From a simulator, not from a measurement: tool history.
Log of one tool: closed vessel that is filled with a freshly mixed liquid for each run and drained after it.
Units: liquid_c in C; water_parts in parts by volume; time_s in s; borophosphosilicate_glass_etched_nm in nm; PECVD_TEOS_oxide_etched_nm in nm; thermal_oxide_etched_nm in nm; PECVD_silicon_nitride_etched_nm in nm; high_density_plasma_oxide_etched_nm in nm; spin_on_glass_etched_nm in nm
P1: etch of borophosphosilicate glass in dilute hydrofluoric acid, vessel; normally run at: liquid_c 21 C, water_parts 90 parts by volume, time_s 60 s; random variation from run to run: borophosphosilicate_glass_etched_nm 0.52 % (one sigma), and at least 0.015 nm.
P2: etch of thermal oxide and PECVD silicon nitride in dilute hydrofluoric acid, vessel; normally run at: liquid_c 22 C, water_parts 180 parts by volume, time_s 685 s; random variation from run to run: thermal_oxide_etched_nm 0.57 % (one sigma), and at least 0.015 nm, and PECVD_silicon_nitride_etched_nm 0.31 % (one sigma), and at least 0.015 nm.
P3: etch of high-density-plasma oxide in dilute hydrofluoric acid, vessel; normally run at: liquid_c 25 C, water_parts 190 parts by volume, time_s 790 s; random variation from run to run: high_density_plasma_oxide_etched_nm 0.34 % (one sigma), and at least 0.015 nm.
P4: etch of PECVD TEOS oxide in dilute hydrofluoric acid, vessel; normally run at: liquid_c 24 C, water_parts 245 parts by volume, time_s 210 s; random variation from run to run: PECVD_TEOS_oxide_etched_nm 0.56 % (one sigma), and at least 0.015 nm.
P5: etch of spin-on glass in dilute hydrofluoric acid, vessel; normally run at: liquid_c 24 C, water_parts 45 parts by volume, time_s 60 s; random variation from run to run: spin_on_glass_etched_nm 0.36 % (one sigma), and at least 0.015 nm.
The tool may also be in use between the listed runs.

run   hour  process  liquid_c  water_parts  time_s  hours since the thermometer was replaced  hours since the hydrofluoric acid flow meter was replaced  borophosphosilicate_glass_etched_nm  PECVD_TEOS_oxide_etched_nm  thermal_oxide_etched_nm  PECVD_silicon_nitride_etched_nm  high_density_plasma_oxide_etched_nm  spin_on_glass_etched_nm
  1   12.5       P1        21           90      60                                     741.5                                                     1666.4                                15.71
  2   24.2       P1        21           90      60                                     753.2                                                     1678.1                               15.714
  3   38.5       P4        17          245     210                                     767.5                                                     1692.4                                                           5.6049
  4   48.4       P2        22           65     685                                     777.4                                                     1702.3                                                                                    47.009                           44.387
  5   56.5       P2        22          180     685                                     785.5                                                     1710.4                                                                                     14.84                           16.308
  6   70.9       P3      30.5          190     790                                     799.9                                                     1724.8                                                                                                                                                          28.338
  7     83       P4        24          245     210                                       812                                                     1736.9                                                           7.2151
  8   93.3       P2        29          180     685                                     822.3                                                     1747.2                                                                                    19.161                           25.391
  9  107.5       P4        24          385     210                                     836.5                                                     1761.4                                                           3.9973
 10    122       P4        24          245     210                                       851                                                     1775.9                                                           7.2033
 11  134.9       P3        25          190     790                                     863.9                                                     1788.8                                                                                                                                                          23.365
 12  149.2       P5        24           45     110                                     878.2                                                     1803.1                                                                                                                                                                                   89.036
 13  156.1       P1        17           90      60                                     885.1                                                       1810                               13.366
 14  169.5       P2        22          180     335                                     898.5                                                     1823.4                                                                                    7.2458                           7.9896
 15  179.1       P3        25           65     790                                     908.1                                                       1833                                                                                                                                                          78.828
 16  188.7       P5        24           45      60                                     917.7                                                     1842.6                                                                                                                                                                                   48.349
 17  201.7       P5        24           45      60                                     930.7                                                     1855.6                                                                                                                                                                                   48.555
 18  209.5       P1        21           90      60                                     938.5                                                     1863.4                               15.782
 19  218.7       P1        21           90      60                                     947.7                                                     1872.6                               15.803
 20  229.7       P3        25          190     255                                     958.7                                                     1883.6                                                                                                                                                          7.4796
 21  240.8       P1        21           90      90                                     969.8                                                     1894.7                               23.607
 22  250.2       P4        24          245     110                                     979.2                                                     1904.1                                                           3.7936
 23  258.8       P1        21           90      60                                     987.8                                                     1912.7                               15.779
 24  266.2       P1        21           90      60                                     995.2                                                     1920.1                               15.622
 25  280.8       P1        21          160      60                                    1009.8                                                     1934.7                               8.1896
 26    288       P1      28.5           90      60                                      1017                                                     1941.9                               21.402
 27  298.3       P5        32           45      60                                    1027.3                                                     1952.2                                                                                                                                                                                   66.564
 28    310       P1        21           35      60                                      1039                                                     1963.9                               43.511
 29  322.3       P1        21          125     105                                    1051.3                                                     1976.2                               19.102
 30  336.1       P1        17           90      30                                    1065.1                                                       1990                               6.6618
 31  350.6       P5        24           30      60                                    1079.6                                                     2004.5                                                                                                                                                                                   73.674
 32  361.5       P1        27           90     100                                    1090.5                                                     2015.4                               33.383
 33  368.8       P1        21           90      30                                    1097.8                                                     2022.7                               7.8933
 34  383.1       P1        21           90      60                                    1112.1                                                       2037                                 15.8
 35  396.1       P1        21           90      60                                    1125.1                                                       2050                               16.586
 36  404.6       P1        21           90      60                                    1133.6                                                     2058.5                               16.686
 37  419.6       P1        21           90      60                                    1148.6                                                     2073.5                               17.069
 38  427.6       P1        21           90      60                                    1156.6                                                     2081.5                               17.028
 39  436.8       P1        21           90      60                                    1165.8                                                     2090.7                               17.051
 40  447.1       P1        21           90      60                                    1176.1                                                       2101                               17.258

What P1 gives has crept away from where it was. These 2 causes fit the log equally well, each at the size given:
A: hydrofluoric acid flow above the setpoint (%) = 7.78
B: liquid hotter than its thermometer reads (K) = 2.04
The creep began at about hour 383.1.

4 check runs are offered, one wafer each, their results left as question marks. Which one tells the causes apart?
check 1  457.4       P2      28.5           90     685                                                                                                                                                                                              ?                                ?
check 2  457.4       P3        25           70     790                                                                                                                                                                                                                                                                    ?
check 3  457.4       P5        24           30     100                                                                                                                                                                                                                                                                                             ?
check 4  457.4       P4        18          245     210                                                                                                                                                                     ?

What each check would give under each cause:
  check                               result    if A    if B
check 1              thermal_oxide_etched_nm  46.147  45.847
check 1      PECVD_silicon_nitride_etched_nm  53.168  56.138
check 2  high_density_plasma_oxide_etched_nm  79.258  79.234
check 3              spin_on_glass_etched_nm  133.64  134.54
check 4           PECVD_TEOS_oxide_etched_nm   6.322  6.2385
How far apart the two closest causes lie, in the result that separates them most: check 1 5.44 %; check 2 0.03 %; check 3 0.67 %; check 4 1.33 %
Only check 1 tells the causes apart: in the others they would give nearly the same result.

Then check 1 was run and gave: thermal_oxide_etched_nm 46.201 nm; PECVD_silicon_nitride_etched_nm 53.23 nm. Which cause is it?

It is A: hydrofluoric acid flow above the setpoint (%).
